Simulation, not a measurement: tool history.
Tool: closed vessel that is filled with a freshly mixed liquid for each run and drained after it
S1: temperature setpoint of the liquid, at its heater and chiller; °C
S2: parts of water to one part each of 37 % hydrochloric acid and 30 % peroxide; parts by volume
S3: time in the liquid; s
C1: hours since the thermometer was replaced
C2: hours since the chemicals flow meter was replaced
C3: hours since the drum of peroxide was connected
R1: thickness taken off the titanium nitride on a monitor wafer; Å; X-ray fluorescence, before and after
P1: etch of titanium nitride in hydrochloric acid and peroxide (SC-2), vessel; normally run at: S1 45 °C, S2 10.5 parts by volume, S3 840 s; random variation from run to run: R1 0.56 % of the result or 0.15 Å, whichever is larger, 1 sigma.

{"run": 1, "hour": 10.2, "S1": 45, "S2": 10.5, "S3": 840, "C1": 412.5, "C2": 163.9, "C3": 120.2, "R1": 161.93}
{"run": 2, "hour": 18.9, "S1": 45, "S2": 10.5, "S3": 840, "C1": 421.2, "C2": 172.6, "C3": 128.9, "R1": 161.75}
{"run": 3, "hour": 24.4, "S1": 45, "S2": 10.5, "S3": 1610, "C1": 426.7, "C2": 178.1, "C3": 134.4, "R1": 311.04}
{"run": 4, "hour": 33.1, "S1": 45, "S2": 10.5, "S3": 840, "C1": 435.4, "C2": 186.8, "C3": 143.1, "R1": 160.47}
{"run": 5, "hour": 43.6, "S1": 45, "S2": 10.5, "S3": 840, "C1": 445.9, "C2": 197.3, "C3": 153.6, "R1": 161.24}
{"run": 6, "hour": 48.7, "S1": 45, "S2": 10.5, "S3": 840, "C1": 451, "C2": 202.4, "C3": 158.7, "R1": 162.79}
{"run": 7, "hour": 57.1, "S1": 60, "S2": 18.5, "S3": 840, "C1": 459.4, "C2": 210.8, "C3": 167.1, "R1": 267.08}
{"run": 8, "hour": 62.3, "S1": 53.5, "S2": 10.5, "S3": 840, "C1": 464.6, "C2": 216, "C3": 172.3, "R1": 285.43}
{"run": 9, "hour": 71.0, "S1": 45, "S2": 10.5, "S3": 105, "C1": 473.3, "C2": 224.7, "C3": 181, "R1": 20.065}
{"run": 10, "hour": 76.8, "S1": 45, "S2": 18.5, "S3": 840, "C1": 479.1, "C2": 230.5, "C3": 186.8, "R1": 98.752}
{"run": 11, "hour": 85.3, "S1": 45, "S2": 10.5, "S3": 840, "C1": 487.6, "C2": 239, "C3": 195.3, "R1": 160.7}
{"hour": 91.6, "done": "thermometer replaced"}
{"run": 12, "hour": 92.9, "S1": 45, "S2": 10.5, "S3": 840, "C1": 1.3, "C2": 246.6, "C3": 202.9, "R1": 161.33}
{"run": 13, "hour": 100.4, "S1": 35, "S2": 10.5, "S3": 840, "C1": 8.8, "C2": 254.1, "C3": 210.4, "R1": 79.777}
{"run": 14, "hour": 107.4, "S1": 45, "S2": 4, "S3": 840, "C1": 15.8, "C2": 261.1, "C3": 217.4, "R1": 335.71}
{"run": 15, "hour": 117.7, "S1": 45, "S2": 10.5, "S3": 840, "C1": 26.1, "C2": 271.4, "C3": 227.7, "R1": 161.89}
{"run": 16, "hour": 123.5, "S1": 45, "S2": 10.5, "S3": 840, "C1": 31.9, "C2": 277.2, "C3": 233.5, "R1": 156.95}
{"run": 17, "hour": 132.9, "S1": 45, "S2": 10.5, "S3": 840, "C1": 41.3, "C2": 286.6, "C3": 242.9, "R1": 150.83}
{"hour": 137.1, "done": "new drum of peroxide connected"}
{"run": 18, "hour": 137.7, "S1": 45, "S2": 10.5, "S3": 840, "C1": 46.1, "C2": 291.4, "C3": 0.7, "R1": 150.97}
{"run": 19, "hour": 143.6, "S1": 45, "S2": 10.5, "S3": 840, "C1": 52, "C2": 297.3, "C3": 6.6, "R1": 150.3}
{"run": 20, "hour": 150.4, "S1": 45, "S2": 10.5, "S3": 840, "C1": 58.8, "C2": 304.1, "C3": 13.4, "R1": 150.06}
{"run": 21, "hour": 161.1, "S1": 45, "S2": 10.5, "S3": 840, "C1": 69.5, "C2": 314.8, "C3": 24.1, "R1": 148.39}

What P1 gives has crept away from where it was. These 2 causes fit the log equally well, each at the size given:
A: liquid colder than its thermometer reads (K) = 1.16
B: chemicals flow below the setpoint (%) = 9.01
The creep began at about hour 117.7.
Why every other cause is out:
peroxide weaker than its label (%): serviced at hour 137.1, which brought nothing back

4 check runs are offered, each on 5 wafers whose results are averaged, their results left as question marks. Which one tells the causes apart?
{"run": "check 1", "hour": 171.8, "S1": 35, "S2": 10.5, "S3": 840, "R1": "?"}
{"run": "check 2", "hour": 171.8, "S1": 35, "S2": 10.5, "S3": 1485, "R1": "?"}
{"run": "check 3", "hour": 171.8, "S1": 45, "S2": 15.5, "S3": 840, "R1": "?"}
{"run": "check 4", "hour": 171.8, "S1": 35, "S2": 4, "S3": 840, "R1": "?"}

What each check would give under each cause:
check=check_1 result=R1 if_A=73.021 if_B=73.421
check=check_2 result=R1 if_A=129.09 if_B=129.8
check=check_3 result=R1 if_A=106.67 if_B=106.25
check=check_4 result=R1 if_A=152.13 if_B=155.43
How far apart the two closest causes lie, in the result that separates them most: check 1 0.55 %; check 2 0.55 %; check 3 0.4 %; check 4 2.15 %
Check 4 tells the causes apart: in the others they would give nearly the same result.

Then check 4 was run and gave: R1 152.22 Å. Which cause is it?

It is A: liquid colder than its thermometer reads (K).
